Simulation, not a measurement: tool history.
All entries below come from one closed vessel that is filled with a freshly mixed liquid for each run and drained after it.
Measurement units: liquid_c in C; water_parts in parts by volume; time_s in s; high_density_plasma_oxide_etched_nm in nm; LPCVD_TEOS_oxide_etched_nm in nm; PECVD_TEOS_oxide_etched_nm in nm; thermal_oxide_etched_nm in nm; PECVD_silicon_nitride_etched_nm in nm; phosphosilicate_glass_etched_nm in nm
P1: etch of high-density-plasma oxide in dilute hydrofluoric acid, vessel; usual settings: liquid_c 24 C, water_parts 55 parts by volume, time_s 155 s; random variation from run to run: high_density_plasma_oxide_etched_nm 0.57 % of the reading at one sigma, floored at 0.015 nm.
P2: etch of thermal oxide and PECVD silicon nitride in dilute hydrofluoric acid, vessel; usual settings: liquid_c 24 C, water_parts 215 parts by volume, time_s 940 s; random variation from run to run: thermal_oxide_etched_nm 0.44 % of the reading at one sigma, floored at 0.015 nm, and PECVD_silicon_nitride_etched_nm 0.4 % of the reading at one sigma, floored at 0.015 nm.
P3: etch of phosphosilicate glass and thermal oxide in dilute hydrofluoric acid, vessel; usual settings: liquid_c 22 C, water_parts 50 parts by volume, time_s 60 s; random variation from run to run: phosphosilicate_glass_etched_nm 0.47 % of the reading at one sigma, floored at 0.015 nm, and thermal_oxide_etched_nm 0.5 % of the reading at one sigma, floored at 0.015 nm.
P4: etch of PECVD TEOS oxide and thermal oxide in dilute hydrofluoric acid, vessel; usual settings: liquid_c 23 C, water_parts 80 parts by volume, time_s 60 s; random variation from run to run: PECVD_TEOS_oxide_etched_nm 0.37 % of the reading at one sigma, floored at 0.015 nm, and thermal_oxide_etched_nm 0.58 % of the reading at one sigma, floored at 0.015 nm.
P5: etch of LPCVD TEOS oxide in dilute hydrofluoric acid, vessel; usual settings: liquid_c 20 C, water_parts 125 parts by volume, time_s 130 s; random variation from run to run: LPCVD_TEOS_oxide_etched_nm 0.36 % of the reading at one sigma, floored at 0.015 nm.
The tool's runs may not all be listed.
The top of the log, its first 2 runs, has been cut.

| run | hour | process | liquid_c | water_parts | time_s | high_density_plasma_oxide_etched_nm | LPCVD_TEOS_oxide_etched_nm | PECVD_TEOS_oxide_etched_nm | thermal_oxide_etched_nm | PECVD_silicon_nitride_etched_nm | phosphosilicate_glass_etched_nm |
|---|---|---|---|---|---|---|---|---|---|---|---|
| 3 | 11.4 | P5 | 20 | 125 | 130 |  | 46.739 |  |  |  |  |
| 4 | 16.3 | P4 | 23 | 80 | 60 |  |  | 14.135 | 3.4957 |  |  |
| 5 | 19.9 | P1 | 24 | 55 | 155 | 26.33 |  |  |  |  |  |
| 6 | 25.7 | P1 | 24 | 55 | 155 | 25.917 |  |  |  |  |  |
| 7 | 30.1 | P2 | 29.5 | 215 | 940 |  |  |  | 22.845 | 10.43 |  |
| 8 | 35.6 | P1 | 24 | 30 | 155 | 49.716 |  |  |  |  |  |
| 9 | 40.8 | P1 | 24 | 55 | 155 | 26.332 |  |  |  |  |  |
| 10 | 45.2 | P3 | 22 | 50 | 60 |  |  |  | 5.3082 |  | 132.2 |
| 11 | 49.5 | P1 | 24 | 55 | 300 | 50.556 |  |  |  |  |  |
| 12 | 53.6 | P2 | 24 | 215 | 345 |  |  |  | 7.0172 | 2.7418 |  |
| 13 | 57.1 | P1 | 24 | 90 | 155 | 15.398 |  |  |  |  |  |
| 14 | 60.6 | P2 | 24 | 215 | 940 |  |  |  | 18.973 | 7.4127 |  |
| 15 | 65.3 | P4 | 17 | 80 | 60 |  |  | 10.954 | 2.6878 |  |  |
| 16 | 69.3 | P1 | 24 | 55 | 155 | 26.602 |  |  |  |  |  |
| 17 | 72.9 | P1 | 32 | 55 | 155 | 35.943 |  |  |  |  |  |
| 18 | 75.5 | P5 | 20 | 125 | 220 |  | 79.583 |  |  |  |  |
| 19 | 80.9 | P1 | 24 | 55 | 30 | 5.0945 |  |  |  |  |  |
| 20 | 85.1 | P5 | 20 | 125 | 130 |  | 46.945 |  |  |  |  |
| 21 | 90.6 | P1 | 17.5 | 55 | 155 | 19.946 |  |  |  |  |  |
| 22 | 93.3 | P4 | 23 | 80 | 60 |  |  | 14.144 | 3.4487 |  |  |

What will run 23 give?
| 23 | 98.8 | P5 | 17 | 125 | 130 |  | ? |  |  |  |  |

{"run 23": {"LPCVD_TEOS_oxide_etched_nm": 41.463}}
